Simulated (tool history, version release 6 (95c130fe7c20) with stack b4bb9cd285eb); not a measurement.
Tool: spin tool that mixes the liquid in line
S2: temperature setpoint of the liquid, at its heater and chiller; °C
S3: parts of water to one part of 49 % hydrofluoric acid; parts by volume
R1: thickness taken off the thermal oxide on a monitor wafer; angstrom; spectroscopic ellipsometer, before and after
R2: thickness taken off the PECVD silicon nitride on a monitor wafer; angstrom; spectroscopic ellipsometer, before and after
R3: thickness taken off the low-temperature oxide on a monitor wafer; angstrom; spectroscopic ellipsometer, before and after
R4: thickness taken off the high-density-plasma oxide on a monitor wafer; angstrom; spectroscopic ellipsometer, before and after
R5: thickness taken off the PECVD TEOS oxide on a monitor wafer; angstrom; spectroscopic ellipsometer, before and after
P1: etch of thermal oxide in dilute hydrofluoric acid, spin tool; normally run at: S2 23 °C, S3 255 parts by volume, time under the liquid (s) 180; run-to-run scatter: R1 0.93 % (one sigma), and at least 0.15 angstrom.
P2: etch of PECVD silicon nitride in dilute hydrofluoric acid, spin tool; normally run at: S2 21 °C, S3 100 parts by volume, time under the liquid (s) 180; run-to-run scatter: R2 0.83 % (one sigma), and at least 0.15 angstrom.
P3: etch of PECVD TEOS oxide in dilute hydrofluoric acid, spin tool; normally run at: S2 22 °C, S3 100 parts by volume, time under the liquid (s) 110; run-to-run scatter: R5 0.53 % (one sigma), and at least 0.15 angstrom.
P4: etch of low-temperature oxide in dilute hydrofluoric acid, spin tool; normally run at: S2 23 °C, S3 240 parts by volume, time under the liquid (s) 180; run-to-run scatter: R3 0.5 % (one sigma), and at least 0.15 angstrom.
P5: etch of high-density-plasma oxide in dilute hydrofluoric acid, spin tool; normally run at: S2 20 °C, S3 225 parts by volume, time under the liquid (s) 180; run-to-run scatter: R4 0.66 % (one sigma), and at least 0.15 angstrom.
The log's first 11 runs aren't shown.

Run 12, day 1.667: process that ran P4, S2 23 °C, S3 345 parts by volume, time under the liquid (s) 180. Result: R3 105.25 angstrom.
Run 13, day 1.812: process that ran P3, S2 22 °C, S3 160 parts by volume, time under the liquid (s) 110. Result: R5 168.09 angstrom.
Run 14, day 1.971: process that ran P4, S2 17 °C, S3 240 parts by volume, time under the liquid (s) 180. Result: R3 134.36 angstrom.
Run 15, day 2.067: process that ran P3, S2 22 °C, S3 100 parts by volume, time under the liquid (s) 110. Result: R5 286.88 angstrom.
Run 16, day 2.217: process that ran P1, S2 23 °C, S3 255 parts by volume, time under the liquid (s) 180. Result: R1 27.602 angstrom.
Run 17, day 2.375: process that ran P1, S2 23 °C, S3 255 parts by volume, time under the liquid (s) 290. Result: R1 43.706 angstrom.
Run 18, day 2.533: process that ran P2, S2 21 °C, S3 100 parts by volume, time under the liquid (s) 330. Result: R2 46.903 angstrom.
Run 19, day 2.704: process that ran P2, S2 21 °C, S3 100 parts by volume, time under the liquid (s) 180. Result: R2 25.711 angstrom.
Run 20, day 2.862: process that ran P4, S2 23 °C, S3 240 parts by volume, time under the liquid (s) 180. Result: R3 166.09 angstrom.
Run 21, day 3.017: process that ran P1, S2 27 °C, S3 115 parts by volume, time under the liquid (s) 180. Result: R1 82.495 angstrom.
Run 22, day 3.1: process that ran P1, S2 23 °C, S3 55 parts by volume, time under the liquid (s) 180. Result: R1 161.1 angstrom.
Run 23, day 3.217: process that ran P1, S2 19.5 °C, S3 255 parts by volume, time under the liquid (s) 315. Result: R1 43.124 angstrom.
Run 24, day 3.325: process that ran P5, S2 17 °C, S3 225 parts by volume, time under the liquid (s) 180. Result: R4 35.268 angstrom.
Run 25, day 3.438: process that ran P4, S2 23 °C, S3 240 parts by volume, time under the liquid (s) 180. Result: R3 168.08 angstrom.
Run 26, day 3.55: process that ran P1, S2 23 °C, S3 255 parts by volume, time under the liquid (s) 180. Result: R1 27.67 angstrom.
Run 27, day 3.696: process that ran P1, S2 23 °C, S3 255 parts by volume, time under the liquid (s) 180. Result: R1 27.775 angstrom.
Run 28, day 3.808: process that ran P1, S2 17 °C, S3 255 parts by volume, time under the liquid (s) 180. Result: R1 21.977 angstrom.
Run 29, day 3.888: process that ran P3, S2 22 °C, S3 100 parts by volume, time under the liquid (s) 165. Result: R5 427.14 angstrom.
Run 30, day 4.046: process that ran P3, S2 30 °C, S3 100 parts by volume, time under the liquid (s) 110. Result: R5 391.56 angstrom.
Run 31, day 4.154: process that ran P1, S2 23 °C, S3 255 parts by volume, time under the liquid (s) 180. Result: R1 27.591 angstrom.

The next listed run, before its measurement:
Run 32, day 4.275: process that ran P1, S2 23 °C, S3 255 parts by volume, time under the liquid (s) 180. Result: R1 ?.

Run 32 gave R1 28.194 angstrom.
